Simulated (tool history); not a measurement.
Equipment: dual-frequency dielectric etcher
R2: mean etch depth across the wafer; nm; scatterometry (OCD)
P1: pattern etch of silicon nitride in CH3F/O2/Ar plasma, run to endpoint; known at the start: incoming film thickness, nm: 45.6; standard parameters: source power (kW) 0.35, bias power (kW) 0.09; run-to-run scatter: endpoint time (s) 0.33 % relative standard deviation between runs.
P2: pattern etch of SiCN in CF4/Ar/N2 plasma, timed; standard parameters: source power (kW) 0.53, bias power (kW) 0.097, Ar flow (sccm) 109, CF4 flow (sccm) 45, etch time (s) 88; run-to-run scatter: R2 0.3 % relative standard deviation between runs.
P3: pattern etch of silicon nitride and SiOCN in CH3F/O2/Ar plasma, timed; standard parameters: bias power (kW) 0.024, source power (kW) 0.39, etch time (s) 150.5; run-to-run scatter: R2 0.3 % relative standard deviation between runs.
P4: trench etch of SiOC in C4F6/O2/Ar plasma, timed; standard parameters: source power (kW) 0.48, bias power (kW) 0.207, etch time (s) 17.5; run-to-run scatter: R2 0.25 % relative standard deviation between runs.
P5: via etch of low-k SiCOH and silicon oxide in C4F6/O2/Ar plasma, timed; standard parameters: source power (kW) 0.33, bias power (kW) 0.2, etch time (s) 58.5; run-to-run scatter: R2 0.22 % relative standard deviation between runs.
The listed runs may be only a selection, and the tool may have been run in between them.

{"run": 1, "hour": 10.5, "process that ran": "P1", "source power (kW)": 0.35, "bias power (kW)": 0.09, "endpoint time (s)": 65.149}
{"run": 2, "hour": 16.5, "process that ran": "P5", "source power (kW)": 0.33, "bias power (kW)": 0.2, "etch time (s)": 58.5, "R2": 149.6}
{"run": 3, "hour": 22.4, "process that ran": "P1", "source power (kW)": 0.35, "bias power (kW)": 0.09, "endpoint time (s)": 65.762}
{"run": 4, "hour": 31.5, "process that ran": "P1", "source power (kW)": 0.28, "bias power (kW)": 0.09, "endpoint time (s)": 70.873}
{"run": 5, "hour": 39.2, "process that ran": "P5", "source power (kW)": 0.33, "bias power (kW)": 0.2, "etch time (s)": 58.5, "R2": 149.83}
{"run": 6, "hour": 48.0, "process that ran": "P4", "source power (kW)": 0.48, "bias power (kW)": 0.207, "etch time (s)": 22.5, "R2": 53.449}
{"hour": 58.4, "done": "source power generator calibrated"}
{"run": 7, "hour": 58.7, "process that ran": "P1", "source power (kW)": 0.47, "bias power (kW)": 0.09, "endpoint time (s)": 58.994}
{"run": 8, "hour": 63.7, "process that ran": "P3", "source power (kW)": 0.39, "bias power (kW)": 0.024, "etch time (s)": 217.5, "R2": 30.329}
{"run": 9, "hour": 68.3, "process that ran": "P4", "source power (kW)": 0.58, "bias power (kW)": 0.207, "etch time (s)": 17.5, "R2": 44.621}
{"run": 10, "hour": 77.0, "process that ran": "P3", "source power (kW)": 0.55, "bias power (kW)": 0.024, "etch time (s)": 150.5, "R2": 23.686}
{"run": 11, "hour": 81.7, "process that ran": "P4", "source power (kW)": 0.48, "bias power (kW)": 0.207, "etch time (s)": 17.5, "R2": 41.709}
{"run": 12, "hour": 88.4, "process that ran": "P2", "source power (kW)": 0.53, "bias power (kW)": 0.097, "etch time (s)": 88, "Ar flow (sccm)": 109, "CF4 flow (sccm)": 45, "R2": 90.002}
{"run": 13, "hour": 96.6, "process that ran": "P1", "source power (kW)": 0.35, "bias power (kW)": 0.09, "endpoint time (s)": 65.211}
{"run": 14, "hour": 105.8, "process that ran": "P3", "source power (kW)": 0.39, "bias power (kW)": 0.024, "etch time (s)": 150.5, "R2": 21.079}
{"run": 15, "hour": 110.9, "process that ran": "P2", "source power (kW)": 0.53, "bias power (kW)": 0.072, "etch time (s)": 88, "Ar flow (sccm)": 109, "CF4 flow (sccm)": 45, "R2": 80.483}
{"run": 16, "hour": 120.6, "process that ran": "P2", "source power (kW)": 0.42, "bias power (kW)": 0.097, "etch time (s)": 88, "Ar flow (sccm)": 109, "CF4 flow (sccm)": 45, "R2": 73.754}
{"run": 17, "hour": 130.6, "process that ran": "P2", "source power (kW)": 0.53, "bias power (kW)": 0.097, "etch time (s)": 88, "Ar flow (sccm)": 109, "CF4 flow (sccm)": 59, "R2": 93.272}
{"run": 18, "hour": 138.2, "process that ran": "P5", "source power (kW)": 0.24, "bias power (kW)": 0.2, "etch time (s)": 58.5, "R2": 131.85}
{"run": 19, "hour": 146.3, "process that ran": "P3", "source power (kW)": 0.39, "bias power (kW)": 0.024, "etch time (s)": 150.5, "R2": 21.025}
{"run": 20, "hour": 152.6, "process that ran": "P4", "source power (kW)": 0.48, "bias power (kW)": 0.136, "etch time (s)": 17.5, "R2": 36.688}
{"run": 21, "hour": 158.7, "process that ran": "P1", "source power (kW)": 0.35, "bias power (kW)": 0.09, "endpoint time (s)": 65.325}
{"run": 22, "hour": 167.2, "process that ran": "P3", "source power (kW)": 0.39, "bias power (kW)": 0.018, "etch time (s)": 150.5, "R2": 18.616}
{"run": 23, "hour": 172.6, "process that ran": "P1", "source power (kW)": 0.35, "bias power (kW)": 0.114, "endpoint time (s)": 59.978}
{"run": 24, "hour": 181.2, "process that ran": "P2", "source power (kW)": 0.53, "bias power (kW)": 0.097, "etch time (s)": 88, "Ar flow (sccm)": 65, "CF4 flow (sccm)": 45, "R2": 96.384}
{"run": 25, "hour": 191.8, "process that ran": "P2", "source power (kW)": 0.53, "bias power (kW)": 0.097, "etch time (s)": 52.5, "Ar flow (sccm)": 109, "CF4 flow (sccm)": 45, "R2": 53.674}
{"run": 26, "hour": 197.4, "process that ran": "P2", "source power (kW)": 0.53, "bias power (kW)": 0.097, "etch time (s)": 88, "Ar flow (sccm)": 109, "CF4 flow (sccm)": 45, "R2": 90.029}
{"run": 27, "hour": 202.2, "process that ran": "P1", "source power (kW)": 0.26, "bias power (kW)": 0.113, "endpoint time (s)": 67.104}
{"run": 28, "hour": 210.8, "process that ran": "P5", "source power (kW)": 0.33, "bias power (kW)": 0.162, "etch time (s)": 58.5, "R2": 139.65}
{"run": 29, "hour": 218.6, "process that ran": "P5", "source power (kW)": 0.33, "bias power (kW)": 0.2, "etch time (s)": 44.5, "R2": 113.22}
{"run": 30, "hour": 224.2, "process that ran": "P1", "source power (kW)": 0.35, "bias power (kW)": 0.09, "endpoint time (s)": 65.327}
{"run": 31, "hour": 229.3, "process that ran": "P1", "source power (kW)": 0.35, "bias power (kW)": 0.062, "endpoint time (s)": 74.757}
{"run": 32, "hour": 234.0, "process that ran": "P1", "source power (kW)": 0.35, "bias power (kW)": 0.09, "endpoint time (s)": 65.389}
{"run": 33, "hour": 242.5, "process that ran": "P1", "source power (kW)": 0.35, "bias power (kW)": 0.09, "endpoint time (s)": 65.191}
{"run": 34, "hour": 252.5, "process that ran": "P1", "source power (kW)": 0.35, "bias power (kW)": 0.09, "endpoint time (s)": 64.919}
{"run": 35, "hour": 262.5, "process that ran": "P1", "source power (kW)": 0.35, "bias power (kW)": 0.09, "endpoint time (s)": 64.761}
{"run": 36, "hour": 268.6, "process that ran": "P1", "source power (kW)": 0.35, "bias power (kW)": 0.09, "endpoint time (s)": 64.652}
{"run": 37, "hour": 279.1, "process that ran": "P1", "source power (kW)": 0.35, "bias power (kW)": 0.09, "endpoint time (s)": 64.442}
{"run": 38, "hour": 286.8, "process that ran": "P1", "source power (kW)": 0.35, "bias power (kW)": 0.09, "endpoint time (s)": 64.556}
{"run": 39, "hour": 297.0, "process that ran": "P1", "source power (kW)": 0.35, "bias power (kW)": 0.09, "endpoint time (s)": 64.58}
{"hour": 298.9, "done": "wet clean of the chamber"}
{"run": 40, "hour": 301.7, "process that ran": "P1", "source power (kW)": 0.35, "bias power (kW)": 0.09, "endpoint time (s)": 64.681}
{"run": 41, "hour": 310.5, "process that ran": "P1", "source power (kW)": 0.35, "bias power (kW)": 0.09, "endpoint time (s)": 64.205}
{"run": 42, "hour": 320.6, "process that ran": "P1", "source power (kW)": 0.35, "bias power (kW)": 0.09, "endpoint time (s)": 64.577}
{"run": 43, "hour": 330.1, "process that ran": "P1", "source power (kW)": 0.35, "bias power (kW)": 0.09, "endpoint time (s)": 64.495}

The log shows P1 creeping away from where it was. Any of the 2 causes listed here, at the size stated for it, fits the log just as well as the others:
A: bias power that arrives over what is set, % = 4.6
B: source power that arrives over what is set, % = 4.48
The creep began at about hour 234.
Excluded causes, each with its reason:
chamber walls in a state that raises the etch rate, %: work on it at hour 298.9, done after the drift set in, did not restore what the process gave before

Consider the 4 check runs below, whose results appear as question marks and each of which averages 2 wafers. Which one distinguishes the causes, in that each cause would give it a clearly different result?
{"run": "check 1", "hour": 339.6, "process that ran": "P2", "source power (kW)": 0.53, "bias power (kW)": 0.097, "etch time (s)": 88, "Ar flow (sccm)": 109, "CF4 flow (sccm)": 45, "R2": "?"}
{"run": "check 2", "hour": 339.6, "process that ran": "P4", "source power (kW)": 0.48, "bias power (kW)": 0.207, "etch time (s)": 17.5, "R2": "?"}
{"run": "check 3", "hour": 339.6, "process that ran": "P5", "source power (kW)": 0.33, "bias power (kW)": 0.2, "etch time (s)": 58.5, "R2": "?"}
{"run": "check 4", "hour": 339.6, "process that ran": "P3", "source power (kW)": 0.39, "bias power (kW)": 0.024, "etch time (s)": 150.5, "R2": "?"}

If the cause were each of the candidates in turn, the checks would give the following:
check=check_1 result=R2 if_A=91.502 if_B=93.362
check=check_2 result=R2 if_A=42.23 if_B=42.334
check=check_3 result=R2 if_A=151.63 if_B=151.96
check=check_4 result=R2 if_A=21.484 if_B=21.369
How far apart the two closest causes lie, in the result that separates them most: check 1 2.01 %; check 2 0.25 %; check 3 0.21 %; check 4 0.54 %
Check 1 tells the causes apart: in the others they would give nearly the same result.

Running check 1 produced the following: R2 93.392 nm. Which one of the listed causes fits?

B is the cause: source power that arrives over what is set, %.

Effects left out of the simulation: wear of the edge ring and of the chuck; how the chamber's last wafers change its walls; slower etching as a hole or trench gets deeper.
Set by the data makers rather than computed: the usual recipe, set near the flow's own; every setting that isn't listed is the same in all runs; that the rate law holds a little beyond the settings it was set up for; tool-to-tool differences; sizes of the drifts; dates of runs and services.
